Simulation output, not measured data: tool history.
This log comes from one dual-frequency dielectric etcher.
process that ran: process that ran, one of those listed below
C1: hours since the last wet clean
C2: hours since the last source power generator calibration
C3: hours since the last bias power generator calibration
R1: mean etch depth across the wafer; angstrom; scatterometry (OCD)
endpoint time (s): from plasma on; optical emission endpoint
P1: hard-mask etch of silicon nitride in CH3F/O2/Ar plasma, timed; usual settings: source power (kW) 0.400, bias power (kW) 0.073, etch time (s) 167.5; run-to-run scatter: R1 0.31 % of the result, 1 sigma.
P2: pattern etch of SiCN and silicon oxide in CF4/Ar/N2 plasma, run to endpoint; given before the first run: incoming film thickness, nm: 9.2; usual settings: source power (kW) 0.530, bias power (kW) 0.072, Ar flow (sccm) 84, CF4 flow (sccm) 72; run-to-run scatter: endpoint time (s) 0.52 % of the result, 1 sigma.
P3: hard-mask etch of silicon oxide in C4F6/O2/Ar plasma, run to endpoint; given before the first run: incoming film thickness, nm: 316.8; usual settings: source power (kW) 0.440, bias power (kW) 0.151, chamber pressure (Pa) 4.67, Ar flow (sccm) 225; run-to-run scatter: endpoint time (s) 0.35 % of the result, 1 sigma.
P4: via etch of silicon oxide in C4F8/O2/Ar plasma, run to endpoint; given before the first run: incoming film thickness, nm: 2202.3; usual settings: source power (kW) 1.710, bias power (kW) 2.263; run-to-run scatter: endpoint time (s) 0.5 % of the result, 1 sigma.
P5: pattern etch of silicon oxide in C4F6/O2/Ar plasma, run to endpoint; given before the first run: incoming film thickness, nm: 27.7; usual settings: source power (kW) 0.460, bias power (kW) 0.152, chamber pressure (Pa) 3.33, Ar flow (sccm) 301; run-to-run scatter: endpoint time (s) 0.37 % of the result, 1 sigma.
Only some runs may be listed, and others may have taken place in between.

run 1 hour=11.6 | process_that_ran=P1 source_power_(kW)=0.400 bias_power_(kW)=0.073 etch_time_(s)=167.5 | C1=451.4 C2=2423.5 C3=1203.0 | R1=1154.70
run 2 hour=28.5 | process_that_ran=P1 source_power_(kW)=0.400 bias_power_(kW)=0.073 etch_time_(s)=167.5 | C1=468.3 C2=2440.4 C3=1219.9 | R1=1154.00
run 3 hour=40.2 | process_that_ran=P5 source_power_(kW)=0.460 bias_power_(kW)=0.152 chamber_pressure_(Pa)=4.20 Ar_flow_(sccm)=301 | C1=480.0 C2=2452.1 C3=1231.6 | endpoint_time_(s)=8.8474
run 4 hour=51.3 | process_that_ran=P5 source_power_(kW)=0.460 bias_power_(kW)=0.152 chamber_pressure_(Pa)=3.33 Ar_flow_(sccm)=389 | C1=491.1 C2=2463.2 C3=1242.7 | endpoint_time_(s)=8.9075
run 5 hour=62.6 | process_that_ran=P2 source_power_(kW)=0.530 bias_power_(kW)=0.072 Ar_flow_(sccm)=119 CF4_flow_(sccm)=72 | C1=502.4 C2=2474.5 C3=1254.0 | endpoint_time_(s)=9.5876
run 6 hour=74.4 | process_that_ran=P1 source_power_(kW)=0.400 bias_power_(kW)=0.073 etch_time_(s)=215.5 | C1=514.2 C2=2486.3 C3=1265.8 | R1=1491.90
run 7 hour=88.1 | process_that_ran=P2 source_power_(kW)=0.530 bias_power_(kW)=0.072 Ar_flow_(sccm)=84 CF4_flow_(sccm)=98 | C1=527.9 C2=2500.0 C3=1279.5 | endpoint_time_(s)=8.6530
run 8 hour=102.8 | process_that_ran=P5 source_power_(kW)=0.460 bias_power_(kW)=0.152 chamber_pressure_(Pa)=3.33 Ar_flow_(sccm)=301 | C1=542.6 C2=2514.7 C3=1294.2 | endpoint_time_(s)=8.6042
run 9 hour=114.6 | process_that_ran=P1 source_power_(kW)=0.400 bias_power_(kW)=0.089 etch_time_(s)=167.5 | C1=554.4 C2=2526.5 C3=1306.0 | R1=1243.70
run 10 hour=129.0 | process_that_ran=P3 source_power_(kW)=0.440 bias_power_(kW)=0.151 chamber_pressure_(Pa)=6.33 Ar_flow_(sccm)=225 | C1=568.8 C2=2540.9 C3=1320.4 | endpoint_time_(s)=104.5600
run 11 hour=145.8 | process_that_ran=P2 source_power_(kW)=0.530 bias_power_(kW)=0.101 Ar_flow_(sccm)=84 CF4_flow_(sccm)=72 | C1=585.6 C2=2557.7 C3=1337.2 | endpoint_time_(s)=8.1619
run 12 hour=161.2 | process_that_ran=P3 source_power_(kW)=0.440 bias_power_(kW)=0.151 chamber_pressure_(Pa)=4.67 Ar_flow_(sccm)=225 | C1=601.0 C2=2573.1 C3=1352.6 | endpoint_time_(s)=100.9700
run 13 hour=176.1 | process_that_ran=P3 source_power_(kW)=0.440 bias_power_(kW)=0.151 chamber_pressure_(Pa)=4.67 Ar_flow_(sccm)=292 | C1=615.9 C2=2588.0 C3=1367.5 | endpoint_time_(s)=104.3500
run 14 hour=189.6 | process_that_ran=P1 source_power_(kW)=0.400 bias_power_(kW)=0.073 etch_time_(s)=126.5 | C1=629.4 C2=2601.5 C3=1381.0 | R1=869.94
run 15 hour=205.0 | process_that_ran=P2 source_power_(kW)=0.680 bias_power_(kW)=0.072 Ar_flow_(sccm)=84 CF4_flow_(sccm)=72 | C1=644.8 C2=2616.9 C3=1396.4 | endpoint_time_(s)=7.2212
run 16 hour=213.7 | process_that_ran=P1 source_power_(kW)=0.240 bias_power_(kW)=0.086 etch_time_(s)=167.5 | C1=653.5 C2=2625.6 C3=1405.1 | R1=1007.30
run 17 hour=230.3 | process_that_ran=P1 source_power_(kW)=0.480 bias_power_(kW)=0.073 etch_time_(s)=167.5 | C1=670.1 C2=2642.2 C3=1421.7 | R1=1238.60
run 18 hour=243.5 | process_that_ran=P4 source_power_(kW)=1.710 bias_power_(kW)=3.109 | C1=683.3 C2=2655.4 C3=1434.9 | endpoint_time_(s)=405.5500
run 19 hour=257.5 | process_that_ran=P3 source_power_(kW)=0.280 bias_power_(kW)=0.151 chamber_pressure_(Pa)=4.67 Ar_flow_(sccm)=225 | C1=697.3 C2=2669.4 C3=1448.9 | endpoint_time_(s)=121.5200
run 20 hour=271.1 | process_that_ran=P2 source_power_(kW)=0.530 bias_power_(kW)=0.072 Ar_flow_(sccm)=84 CF4_flow_(sccm)=72 | C1=710.9 C2=2683.0 C3=1462.5 | endpoint_time_(s)=9.1542
run 21 hour=280.4 | process_that_ran=P4 source_power_(kW)=1.710 bias_power_(kW)=2.263 | C1=720.2 C2=2692.3 C3=1471.8 | endpoint_time_(s)=441.5400
run 22 hour=293.6 | process_that_ran=P4 source_power_(kW)=2.160 bias_power_(kW)=2.263 | C1=733.4 C2=2705.5 C3=1485.0 | endpoint_time_(s)=404.4500
run 23 hour=303.0 | process_that_ran=P1 source_power_(kW)=0.260 bias_power_(kW)=0.073 etch_time_(s)=167.5 | C1=742.8 C2=2714.9 C3=1494.4 | R1=989.05
run 24 hour=318.0 | process_that_ran=P3 source_power_(kW)=0.440 bias_power_(kW)=0.111 chamber_pressure_(Pa)=4.67 Ar_flow_(sccm)=225 | C1=757.8 C2=2729.9 C3=1509.4 | endpoint_time_(s)=110.3300
-- hour=323.4 bias power generator calibrated
run 25 hour=328.9 | process_that_ran=P2 source_power_(kW)=0.530 bias_power_(kW)=0.072 Ar_flow_(sccm)=84 CF4_flow_(sccm)=72 | C1=768.7 C2=2740.8 C3=5.6 | endpoint_time_(s)=9.0088
run 26 hour=342.1 | process_that_ran=P5 source_power_(kW)=0.460 bias_power_(kW)=0.109 chamber_pressure_(Pa)=3.33 Ar_flow_(sccm)=301 | C1=781.9 C2=2754.0 C3=18.8 | endpoint_time_(s)=9.4494
run 27 hour=351.7 | process_that_ran=P3 source_power_(kW)=0.440 bias_power_(kW)=0.151 chamber_pressure_(Pa)=4.67 Ar_flow_(sccm)=225 | C1=791.5 C2=2763.6 C3=28.4 | endpoint_time_(s)=100.7300
run 28 hour=368.1 | process_that_ran=P1 source_power_(kW)=0.400 bias_power_(kW)=0.053 etch_time_(s)=167.5 | C1=807.9 C2=2780.0 C3=44.8 | R1=1039.10
run 29 hour=379.2 | process_that_ran=P1 source_power_(kW)=0.400 bias_power_(kW)=0.073 etch_time_(s)=167.5 | C1=819.0 C2=2791.1 C3=55.9 | R1=1159.30
run 30 hour=396.2 | process_that_ran=P1 source_power_(kW)=0.400 bias_power_(kW)=0.073 etch_time_(s)=167.5 | C1=836.0 C2=2808.1 C3=72.9 | R1=1158.80
run 31 hour=412.4 | process_that_ran=P5 source_power_(kW)=0.650 bias_power_(kW)=0.152 chamber_pressure_(Pa)=3.33 Ar_flow_(sccm)=301 | C1=852.2 C2=2824.3 C3=89.1 | endpoint_time_(s)=7.4655
run 32 hour=425.2 | process_that_ran=P1 source_power_(kW)=0.400 bias_power_(kW)=0.073 etch_time_(s)=167.5 | C1=865.0 C2=2837.1 C3=101.9 | R1=1156.70
run 33 hour=437.5 | process_that_ran=P1 source_power_(kW)=0.400 bias_power_(kW)=0.073 etch_time_(s)=167.5 | C1=877.3 C2=2849.4 C3=114.2 | R1=1153.90

Run 34, settings as shown, results not yet in. Your forecast:
run 34 hour=450.8 | process_that_ran=P1 source_power_(kW)=0.400 bias_power_(kW)=0.073 etch_time_(s)=167.5 | C1=890.6 C2=2862.7 C3=127.5 | R1=?

Run 34 yielded R1 1145.90 angstrom.
